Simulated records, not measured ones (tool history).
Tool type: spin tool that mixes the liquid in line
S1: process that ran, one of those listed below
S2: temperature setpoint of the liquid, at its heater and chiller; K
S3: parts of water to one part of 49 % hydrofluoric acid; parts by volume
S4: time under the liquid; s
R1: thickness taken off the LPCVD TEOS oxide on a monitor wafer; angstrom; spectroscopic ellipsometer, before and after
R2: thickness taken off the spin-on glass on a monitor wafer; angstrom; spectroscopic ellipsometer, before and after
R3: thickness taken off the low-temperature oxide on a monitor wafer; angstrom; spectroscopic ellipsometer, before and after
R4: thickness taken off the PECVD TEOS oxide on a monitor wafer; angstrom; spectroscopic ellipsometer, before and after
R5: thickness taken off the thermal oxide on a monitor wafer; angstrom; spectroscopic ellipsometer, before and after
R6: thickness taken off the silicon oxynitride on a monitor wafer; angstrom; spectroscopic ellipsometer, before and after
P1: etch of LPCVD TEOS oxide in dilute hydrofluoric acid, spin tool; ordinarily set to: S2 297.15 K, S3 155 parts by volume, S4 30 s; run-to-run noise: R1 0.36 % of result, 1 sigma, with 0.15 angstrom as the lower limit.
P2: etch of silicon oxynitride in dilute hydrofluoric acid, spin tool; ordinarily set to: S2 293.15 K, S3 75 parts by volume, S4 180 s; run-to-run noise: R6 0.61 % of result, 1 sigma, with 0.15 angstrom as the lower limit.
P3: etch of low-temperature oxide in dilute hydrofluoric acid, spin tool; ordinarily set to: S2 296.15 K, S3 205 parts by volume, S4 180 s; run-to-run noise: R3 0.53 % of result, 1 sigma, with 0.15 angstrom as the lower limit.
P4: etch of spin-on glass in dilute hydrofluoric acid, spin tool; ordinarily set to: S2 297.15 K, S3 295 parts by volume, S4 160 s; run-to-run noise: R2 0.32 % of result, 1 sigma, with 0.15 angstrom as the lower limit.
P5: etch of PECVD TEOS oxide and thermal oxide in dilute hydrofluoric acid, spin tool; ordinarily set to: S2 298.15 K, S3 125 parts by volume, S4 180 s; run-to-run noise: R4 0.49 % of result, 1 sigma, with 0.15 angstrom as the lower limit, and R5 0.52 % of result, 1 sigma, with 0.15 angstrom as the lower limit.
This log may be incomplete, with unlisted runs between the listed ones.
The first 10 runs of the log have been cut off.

run,hour,S1,S2,S3,S4,R1,R2,R3,R4,R5,R6
11,131.4,P4,297.15,80,160,,676.35,,,,
12,143.3,P1,297.15,40,30,450.38,,,,,
13,154,P5,298.15,125,180,,,,142.46,72.453,
14,164.2,P3,296.15,205,180,,,96.87,,,
15,174,P2,293.15,20,180,,,,,,227.6
16,188.9,P2,293.15,75,25,,,,,,8.1412
17,199.9,P2,290.15,75,180,,,,,,50.445
18,212.3,P5,298.15,125,310,,,,247.62,123.52,
19,219.8,P1,290.15,155,30,76.225,,,,,
20,235.1,P1,297.15,155,30,100.23,,,,,
21,243.1,P3,296.15,205,75,,,40.573,,,
22,252.7,P5,298.15,25,180,,,,817.48,413.69,
23,260.9,P1,297.15,280,30,48.671,,,,,
24,276.2,P3,290.15,205,180,,,76.874,,,
25,284.8,P1,297.15,155,30,100.95,,,,,
26,296.4,P1,297.15,155,15,50.622,,,,,
27,303.3,P1,297.15,155,55,184.91,,,,,
28,312.4,P4,301.15,295,160,,166.57,,,,

Forecast run 29:
29,323.3,P5,302.65,125,180,,,,?,?,

Run 29 produced R4 168.97 angstrom, R5 84.912 angstrom.

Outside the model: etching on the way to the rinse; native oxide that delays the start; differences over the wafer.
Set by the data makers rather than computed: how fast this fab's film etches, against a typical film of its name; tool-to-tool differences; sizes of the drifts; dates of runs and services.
